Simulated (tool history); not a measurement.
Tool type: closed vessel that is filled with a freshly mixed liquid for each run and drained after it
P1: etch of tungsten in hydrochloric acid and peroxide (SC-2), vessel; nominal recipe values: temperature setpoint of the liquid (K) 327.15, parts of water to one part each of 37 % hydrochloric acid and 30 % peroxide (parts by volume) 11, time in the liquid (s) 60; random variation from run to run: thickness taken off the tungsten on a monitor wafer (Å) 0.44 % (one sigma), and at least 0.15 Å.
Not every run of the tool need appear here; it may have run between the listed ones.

run   hour  temperature setpoint of the liquid (K)  parts of water to one part each of 37 % hydrochloric acid and 30 % peroxide (parts by volume)  time in the liquid (s)  hours since the thermometer was replaced  hours since the chemicals flow meter was replaced  hours since the drum of peroxide was connected  thickness taken off the tungsten on a monitor wafer (Å)
  1    6.7                                  327.15                                                                                             11                      60                                     557.7                                              681.5                                           185.1                                                  251.980
  2   12.1                                  327.15                                                                                             11                      60                                     563.1                                              686.9                                           190.5                                                  252.900
  3   16.1                                  312.15                                                                                             11                      60                                     567.1                                              690.9                                           194.5                                                   91.158
  4   24.5                                  327.15                                                                                             11                     110                                     575.5                                              699.3                                           202.9                                                  462.580
  5   30.4                                  341.65                                                                                             11                      60                                     581.4                                              705.2                                           208.8                                                  626.200
  6   37.7                                  327.15                                                                                             11                      30                                     588.7                                              712.5                                           216.1                                                  126.100
  7   45.8                                  327.15                                                                                             11                      60                                     596.8                                              720.6                                           224.2                                                  251.600
  8   54.5                                  327.15                                                                                              4                      60                                     605.5                                              729.3                                           232.9                                                  546.190
  9   58.6                                  327.15                                                                                             15                      30                                     609.6                                              733.4                                           237.0                                                   96.261
 10   66.5                                  327.15                                                                                             16                      30                                     617.5                                              741.3                                           244.9                                                   91.544
 11   73.1                                  327.15                                                                                             11                      60                                     624.1                                              747.9                                           251.5                                                  251.380
 12   77.1                                  327.15                                                                                             11                      60                                     628.1                                              751.9                                           255.5                                                  253.480
 13   81.6                                  327.15                                                                                             18                      60                                     632.6                                              756.4                                           260.0                                                  163.040
 14   85.7                                  312.65                                                                                              4                      60                                     636.7                                              760.5                                           264.1                                                  204.140
 15   94.1                                  327.15                                                                                             11                      60                                     645.1                                              768.9                                           272.5                                                  252.360
 16  100.7                                  327.15                                                                                             11                      60                                     651.7                                              775.5                                           279.1                                                  262.400
 17  107.5                                  327.15                                                                                             11                      60                                     658.5                                              782.3                                           285.9                                                  267.130
 18  116.4                                  327.15                                                                                             11                      60                                     667.4                                              791.2                                           294.8                                                  269.900

Run 19 has not been measured yet. What should we expect?
 19  123.9                                  327.15                                                                                             11                      60                                     674.9                                              798.7                                           302.3                                                        ?

Run 19 measured thickness taken off the tungsten on a monitor wafer (Å) 273.140.
